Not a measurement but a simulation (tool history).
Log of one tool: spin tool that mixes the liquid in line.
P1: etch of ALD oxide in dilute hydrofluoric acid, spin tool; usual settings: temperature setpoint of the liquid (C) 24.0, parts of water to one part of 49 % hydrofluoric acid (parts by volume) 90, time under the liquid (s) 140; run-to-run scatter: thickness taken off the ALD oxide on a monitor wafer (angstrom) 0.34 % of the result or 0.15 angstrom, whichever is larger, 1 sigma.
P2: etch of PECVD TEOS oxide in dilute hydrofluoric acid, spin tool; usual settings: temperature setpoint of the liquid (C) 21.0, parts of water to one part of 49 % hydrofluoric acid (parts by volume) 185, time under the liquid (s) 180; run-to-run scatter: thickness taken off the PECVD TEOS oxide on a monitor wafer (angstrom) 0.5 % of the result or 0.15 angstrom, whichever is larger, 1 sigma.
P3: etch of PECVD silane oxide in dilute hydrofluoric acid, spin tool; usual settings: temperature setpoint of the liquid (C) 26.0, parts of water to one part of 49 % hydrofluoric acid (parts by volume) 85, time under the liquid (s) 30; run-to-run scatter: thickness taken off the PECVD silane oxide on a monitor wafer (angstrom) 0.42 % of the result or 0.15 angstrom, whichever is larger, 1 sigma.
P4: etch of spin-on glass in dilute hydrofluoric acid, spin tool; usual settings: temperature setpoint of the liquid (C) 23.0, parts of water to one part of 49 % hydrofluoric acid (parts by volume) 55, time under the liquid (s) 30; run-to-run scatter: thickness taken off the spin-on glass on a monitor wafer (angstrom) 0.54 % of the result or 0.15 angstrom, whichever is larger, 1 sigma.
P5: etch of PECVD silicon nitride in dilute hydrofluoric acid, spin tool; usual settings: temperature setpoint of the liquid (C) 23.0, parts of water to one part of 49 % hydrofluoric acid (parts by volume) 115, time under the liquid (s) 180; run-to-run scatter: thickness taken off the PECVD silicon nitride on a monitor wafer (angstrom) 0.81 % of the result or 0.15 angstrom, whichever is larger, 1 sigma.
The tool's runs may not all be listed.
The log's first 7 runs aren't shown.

run	hour	process that ran	temperature setpoint of the liquid (C)	parts of water to one part of 49 % hydrofluoric acid (parts by volume)	time under the liquid (s)	hours since the thermometer was replaced	hours since the hydrofluoric acid flow meter was replaced	thickness taken off the ALD oxide on a monitor wafer (angstrom)	thickness taken off the PECVD TEOS oxide on a monitor wafer (angstrom)	thickness taken off the PECVD silane oxide on a monitor wafer (angstrom)	thickness taken off the PECVD silicon nitride on a monitor wafer (angstrom)	thickness taken off the spin-on glass on a monitor wafer (angstrom)
8	38.1	P2	21.0	185	15	1522.5	1547.3		5.8568			
9	44.1	P1	24.0	90	45	1528.5	1553.3	49.404				
10	48.2	P3	26.0	85	30	1532.6	1557.4			191.90		
11	52.8	P5	23.0	115	180	1537.2	1562.0				28.944	
12	58.0	P1	17.5	90	140	1542.4	1567.2	117.680				
13	64.6	P2	21.0	185	180	1549.0	1573.8		70.0900			
14	71.4	P4	23.0	55	15	1555.8	1580.6					73.497
15	77.9	P1	24.0	90	140	1562.3	1587.1	153.920				
16	81.0	P5	23.0	115	345	1565.4	1590.2				55.188	
17	84.0	P1	24.0	90	140	1568.4	1593.2	153.640				
18	89.0	P5	23.0	20	180	1573.4	1598.2				157.150	
19	95.7	P3	26.0	40	30	1580.1	1604.9			436.13		
20	101.5	P4	23.0	55	30	1585.9	1610.7					145.740
21	105.8	P5	19.0	115	180	1590.2	1615.0				21.563	
22	109.8	P2	17.0	185	180	1594.2	1619.0		59.6110			
23	113.8	P1	24.0	20	140	1598.2	1623.0	759.180				
24	116.8	P4	31.5	55	30	1601.2	1626.0					207.520
25	122.4	P3	26.0	85	50	1606.8	1631.6			320.78		
26	129.1	P3	20.0	85	30	1613.5	1638.3			150.67		
27	135.8	P3	26.0	85	30	1620.2	1645.0			193.84		
28	140.3	P1	24.0	90	220	1624.7	1649.5	240.540				
29	145.1	P4	23.0	90	30	1629.5	1654.3					84.928

Run 30 comes next. What will it give?
30	151.6	P5	23.0	115	180	1636.0	1660.8				?	

Run 30 gave thickness taken off the PECVD silicon nitride on a monitor wafer (angstrom) 28.974.

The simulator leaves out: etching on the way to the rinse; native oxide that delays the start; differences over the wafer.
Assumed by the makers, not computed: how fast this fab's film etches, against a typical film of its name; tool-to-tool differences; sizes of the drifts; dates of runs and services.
